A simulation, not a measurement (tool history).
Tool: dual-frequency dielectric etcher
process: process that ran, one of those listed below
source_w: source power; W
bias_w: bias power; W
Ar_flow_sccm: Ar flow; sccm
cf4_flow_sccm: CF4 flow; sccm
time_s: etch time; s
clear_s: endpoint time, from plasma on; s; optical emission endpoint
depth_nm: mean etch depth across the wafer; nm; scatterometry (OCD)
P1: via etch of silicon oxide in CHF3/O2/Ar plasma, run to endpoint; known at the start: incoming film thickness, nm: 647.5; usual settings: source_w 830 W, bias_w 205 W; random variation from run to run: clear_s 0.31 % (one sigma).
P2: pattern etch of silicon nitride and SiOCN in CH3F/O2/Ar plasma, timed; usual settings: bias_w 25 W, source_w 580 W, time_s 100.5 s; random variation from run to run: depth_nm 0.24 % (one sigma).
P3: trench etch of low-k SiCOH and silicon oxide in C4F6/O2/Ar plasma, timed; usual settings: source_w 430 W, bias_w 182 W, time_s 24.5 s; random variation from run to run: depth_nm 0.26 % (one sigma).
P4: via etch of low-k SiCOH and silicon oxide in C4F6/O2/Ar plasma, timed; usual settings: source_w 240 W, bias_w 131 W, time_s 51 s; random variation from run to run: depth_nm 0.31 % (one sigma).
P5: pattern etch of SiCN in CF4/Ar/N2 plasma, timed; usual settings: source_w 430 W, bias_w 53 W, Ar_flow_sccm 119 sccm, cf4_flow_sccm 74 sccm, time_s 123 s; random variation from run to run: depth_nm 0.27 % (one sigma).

run   hour  process  source_w  bias_w  Ar_flow_sccm  cf4_flow_sccm  time_s  clear_s  depth_nm
  1   13.6       P1       830     205                                        277.67
  2     20       P5       430      53           119             97     123             93.353
  3   31.4       P1       830     205                                        278.69
      33.6  -- source power generator calibrated
  4   40.7       P3       430     182                                 24.5             75.903
  5   48.8       P4       240     131                                   51             109.95
  6   59.4       P3       430     182                                 13.5              41.82
  7   72.1       P3       430     137                                 24.5             70.189
  8   81.5       P2       580      25                                 68.5             10.976
  9   91.6       P4       240     176                                   51             120.45
 10  101.7       P1       830     164                                        298.99
 11  113.6       P2       580      25                                100.5             16.138
 12  125.7       P3       430     182                                 24.5             76.408
 13  139.1       P1       830     251                                        256.95
 14  146.5       P2       450      25                                100.5             14.725
 15  155.2       P4       240     131                                   39             84.195
 16  168.1       P1       830     205                                        278.87
 17  174.9       P1       830     205                                        277.64
 18  188.6       P4       300     131                                   51              120.5
 19  198.6       P5       430      53           119             74    83.5             60.673
 20  207.2       P3       340     182                                 24.5             69.214
 21  215.5       P1      1140     205                                        244.96
 22  229.7       P5       290      53           119             74     123             62.754
 23  236.8       P1       830     205                                        279.15
 24  249.6       P5       430      43           119             74     123             83.088
 25  257.1       P4       240     131                                   51             109.48
 26  268.2       P2       580      15                                100.5              13.03
 27  278.3       P5       430      53           119             74     123             89.149
 28  290.2       P1       660     205                                        301.56
 29  301.4       P1       610     269                                        283.42
 30    312       P5       430      53           150             74     123             85.666
 31  326.5       P1       830     205                                        278.65
 32  338.6       P1       830     205                                        280.84
 33  347.9       P1       830     205                                        280.24
 34  360.4       P1       830     205                                        282.43
 35    368       P1       830     205                                        282.87
 36    380       P1       830     205                                        282.09
     380.9  -- wet clean of the chamber
 37  387.8       P1       830     205                                        280.49
 38  401.8       P1       830     205                                        282.98
 39  408.4       P1       830     205                                        281.99

What P1 gives has crept away from where it was. These 2 causes fit the log equally well, each at the size given:
A: source power that arrives under what is set, % = 3.92
B: bias power that arrives under what is set, % = 4.44
The creep began at about hour 326.5.
Why every other cause is out:
chamber walls in a state that lowers the etch rate, %: serviced at hour 380.9, which brought nothing back

4 check runs are offered, one wafer each, their results left as question marks. Which one tells the causes apart?
check 1   415       P5       430      53           119             97     123                  ?
check 2   415       P4       300     131                                   41                  ?
check 3   415       P3       430     143                                 24.5                  ?
check 4   415       P2       580      18                                 77.5                  ?

What each check would give under each cause:
  check    result    if A    if B
check 1  depth_nm  89.897  91.822
check 2  depth_nm  95.066  95.275
check 3  depth_nm  69.493  69.658
check 4  depth_nm  10.629  10.584
How far apart the two closest causes lie, in the result that separates them most: check 1 2.12 %; check 2 0.22 %; check 3 0.24 %; check 4 0.43 %
Only check 1 tells the causes apart: in the others they would give nearly the same result.

Check 1 was then run and gave: depth_nm 91.879 nm. Which cause is it?

It is B: bias power that arrives under what is set, %.

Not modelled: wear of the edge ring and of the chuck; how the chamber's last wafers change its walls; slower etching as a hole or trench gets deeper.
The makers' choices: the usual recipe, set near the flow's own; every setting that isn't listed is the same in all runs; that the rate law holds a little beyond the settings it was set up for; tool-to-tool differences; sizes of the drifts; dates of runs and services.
